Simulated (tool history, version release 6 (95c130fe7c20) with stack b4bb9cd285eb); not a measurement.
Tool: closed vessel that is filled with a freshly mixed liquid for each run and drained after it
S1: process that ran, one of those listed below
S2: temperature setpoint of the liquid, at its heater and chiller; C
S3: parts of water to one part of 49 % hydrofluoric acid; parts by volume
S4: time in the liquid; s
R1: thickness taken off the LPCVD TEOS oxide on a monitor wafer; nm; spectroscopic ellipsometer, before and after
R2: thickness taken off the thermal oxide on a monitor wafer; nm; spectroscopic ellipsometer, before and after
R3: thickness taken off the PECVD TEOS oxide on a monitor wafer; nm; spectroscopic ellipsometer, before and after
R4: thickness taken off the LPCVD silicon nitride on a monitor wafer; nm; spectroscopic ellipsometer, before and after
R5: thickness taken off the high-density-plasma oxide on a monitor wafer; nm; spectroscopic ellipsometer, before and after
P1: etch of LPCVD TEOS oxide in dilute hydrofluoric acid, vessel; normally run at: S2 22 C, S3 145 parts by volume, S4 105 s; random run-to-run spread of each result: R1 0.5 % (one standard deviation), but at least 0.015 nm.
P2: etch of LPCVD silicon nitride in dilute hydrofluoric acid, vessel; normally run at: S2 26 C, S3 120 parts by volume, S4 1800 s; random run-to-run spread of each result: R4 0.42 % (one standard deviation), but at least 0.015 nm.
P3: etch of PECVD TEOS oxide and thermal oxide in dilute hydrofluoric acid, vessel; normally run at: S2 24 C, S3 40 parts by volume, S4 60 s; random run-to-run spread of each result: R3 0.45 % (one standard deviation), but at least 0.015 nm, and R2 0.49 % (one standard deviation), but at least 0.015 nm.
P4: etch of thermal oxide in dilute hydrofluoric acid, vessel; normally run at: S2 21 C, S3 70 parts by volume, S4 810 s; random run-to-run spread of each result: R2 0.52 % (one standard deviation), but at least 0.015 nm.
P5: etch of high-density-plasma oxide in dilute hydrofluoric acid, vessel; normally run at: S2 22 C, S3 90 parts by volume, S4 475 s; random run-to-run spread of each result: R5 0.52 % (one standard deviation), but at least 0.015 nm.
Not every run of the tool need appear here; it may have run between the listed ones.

run   hour  S1    S2   S3    S4      R1      R2      R3      R4      R5
  1    9.3  P1    22  145   105  16.232
  2   20.4  P4    21   70   810          47.877
  3   33.3  P3    24   40   100          11.799  49.149
  4   41.5  P1    22  145   105  16.083
  5   54.3  P2    26  120   715                          3.4873
  6   63.5  P1    22  230   105  9.2522
  7   77.2  P1    22   45   105  58.329
  8     87  P2    26  120  1800                          8.7221
  9   96.7  P3    24   20    60          14.604  60.912
 10  107.5  P1    22   35   165  119.34
 11  118.6  P5    22  155   475                                  29.091
 12  133.4  P3    24   40    60          7.0939  29.551
 13  145.8  P3  32.5   40    60          9.8781  41.485
 14  155.4  P5    22   90    60                                  6.7868
 15  171.3  P1    22  145    30  4.5985
 16  180.5  P1    22  145   105  16.203
 17  190.9  P1  29.5  145   105  21.502
 18  202.7  P5    22   90   475                                  53.984
 19  211.3  P3    24   40    60          7.0339  29.485
 20  221.3  P1    22  145   105  16.085
 21    233  P4    21   20   810           178.5
 22  247.8  P2    26   40  1800                          25.974
 23  257.7  P5  29.5   90   475                                  72.264
 24  265.5  P4    21   70  1570          93.306
 25    273  P2  17.5  120  1800                          4.9638
 26  281.9  P1    22  145   180  27.423
 27    297  P1    22   60   170  69.697
 28  311.7  P1    22  145   105  16.093

Predict the results of run 29:
 29  320.5  P1  17  145  105   ?

R1: 13.157 nm
